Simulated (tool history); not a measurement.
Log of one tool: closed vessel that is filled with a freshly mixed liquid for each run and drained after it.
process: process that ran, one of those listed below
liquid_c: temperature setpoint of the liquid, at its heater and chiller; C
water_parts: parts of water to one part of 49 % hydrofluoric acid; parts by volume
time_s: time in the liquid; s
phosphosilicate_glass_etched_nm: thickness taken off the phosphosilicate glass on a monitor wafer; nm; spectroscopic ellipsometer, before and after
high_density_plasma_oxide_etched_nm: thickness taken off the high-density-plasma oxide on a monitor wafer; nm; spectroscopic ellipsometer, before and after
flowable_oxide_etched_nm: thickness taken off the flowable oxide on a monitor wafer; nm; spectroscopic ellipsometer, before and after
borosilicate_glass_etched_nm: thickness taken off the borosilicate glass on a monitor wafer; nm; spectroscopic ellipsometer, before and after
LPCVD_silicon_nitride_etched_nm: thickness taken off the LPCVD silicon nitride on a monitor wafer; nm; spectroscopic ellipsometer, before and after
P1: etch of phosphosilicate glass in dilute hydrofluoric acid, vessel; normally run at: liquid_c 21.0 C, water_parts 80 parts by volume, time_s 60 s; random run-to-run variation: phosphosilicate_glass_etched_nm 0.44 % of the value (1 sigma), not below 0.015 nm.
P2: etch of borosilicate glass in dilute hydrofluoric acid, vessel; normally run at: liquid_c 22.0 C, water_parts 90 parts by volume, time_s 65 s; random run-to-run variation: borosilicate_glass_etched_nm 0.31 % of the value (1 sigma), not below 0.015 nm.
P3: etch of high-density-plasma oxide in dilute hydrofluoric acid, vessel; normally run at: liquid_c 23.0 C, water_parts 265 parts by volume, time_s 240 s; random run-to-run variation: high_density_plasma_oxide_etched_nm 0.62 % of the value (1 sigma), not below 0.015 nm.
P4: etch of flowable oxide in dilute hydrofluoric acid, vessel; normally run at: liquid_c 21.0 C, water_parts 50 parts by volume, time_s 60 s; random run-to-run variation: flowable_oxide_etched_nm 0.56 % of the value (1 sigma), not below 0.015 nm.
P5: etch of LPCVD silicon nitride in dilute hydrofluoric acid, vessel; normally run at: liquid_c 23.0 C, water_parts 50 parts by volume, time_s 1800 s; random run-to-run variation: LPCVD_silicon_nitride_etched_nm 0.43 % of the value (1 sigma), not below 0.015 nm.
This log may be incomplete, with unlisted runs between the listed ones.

| run | day | process | liquid_c | water_parts | time_s | phosphosilicate_glass_etched_nm | high_density_plasma_oxide_etched_nm | flowable_oxide_etched_nm | borosilicate_glass_etched_nm | LPCVD_silicon_nitride_etched_nm |
|---|---|---|---|---|---|---|---|---|---|---|
| 1 | 0.271 | P1 | 21.0 | 80 | 60 | 103.960 |  |  |  |  |
| 2 | 0.517 | P3 | 23.0 | 50 | 240 |  | 32.2370 |  |  |  |
| 3 | 0.792 | P1 | 21.0 | 80 | 60 | 104.620 |  |  |  |  |
| 4 | 1.038 | P4 | 21.0 | 50 | 60 |  |  | 36.409 |  |  |
| 5 | 1.212 | P2 | 17.0 | 90 | 65 |  |  |  | 12.6060 |  |
| 6 | 1.554 | P1 | 21.0 | 80 | 85 | 147.550 |  |  |  |  |
| 7 | 1.788 | P2 | 22.0 | 90 | 100 |  |  |  | 23.7450 |  |
|  | 1.946 | hydrofluoric acid flow meter replaced |
| 8 | 2.133 | P3 | 23.0 | 265 | 240 |  | 4.8130 |  |  |  |
| 9 | 2.333 | P1 | 24.5 | 80 | 30 | 59.803 |  |  |  |  |
| 10 | 2.700 | P1 | 21.0 | 135 | 60 | 58.379 |  |  |  |  |
| 11 | 2.950 | P1 | 21.0 | 80 | 30 | 52.299 |  |  |  |  |
| 12 | 3.296 | P3 | 23.0 | 265 | 240 |  | 4.7934 |  |  |  |
| 13 | 3.462 | P4 | 21.0 | 90 | 60 |  |  | 19.368 |  |  |
| 14 | 3.792 | P1 | 17.0 | 80 | 60 | 88.766 |  |  |  |  |
| 15 | 4.008 | P2 | 22.0 | 90 | 65 |  |  |  | 15.4270 |  |
| 16 | 4.342 | P3 | 17.0 | 265 | 240 |  | 3.8015 |  |  |  |
| 17 | 4.529 | P4 | 21.0 | 50 | 60 |  |  | 36.658 |  |  |
| 18 | 4.771 | P5 | 28.0 | 50 | 1800 |  |  |  |  | 20.8150 |
| 19 | 5.088 | P5 | 23.0 | 50 | 3175 |  |  |  |  | 26.3890 |
| 20 | 5.438 | P5 | 23.0 | 85 | 1800 |  |  |  |  | 8.8229 |
| 21 | 5.812 | P2 | 22.0 | 135 | 65 |  |  |  | 9.8287 |  |
| 22 | 6.071 | P1 | 21.0 | 50 | 60 | 171.530 |  |  |  |  |
| 23 | 6.404 | P4 | 29.0 | 50 | 60 |  |  | 51.058 |  |  |
| 24 | 6.642 | P1 | 26.0 | 80 | 35 | 74.378 |  |  |  |  |
| 25 | 6.842 | P1 | 21.0 | 80 | 60 | 103.060 |  |  |  |  |
| 26 | 7.092 | P5 | 23.0 | 50 | 1800 |  |  |  |  | 14.9330 |
| 27 | 7.304 | P4 | 21.0 | 50 | 95 |  |  | 57.869 |  |  |
| 28 | 7.617 | P1 | 21.0 | 80 | 60 | 104.440 |  |  |  |  |
| 29 | 7.950 | P1 | 21.0 | 80 | 60 | 103.890 |  |  |  |  |

Estimate the outcome of run 30 from the log above:
| 30 | 8.325 | P1 | 26.5 | 80 | 60 | ? |  |  |  |  |

Run 30 came out at phosphosilicate_glass_etched_nm 130.030 nm.
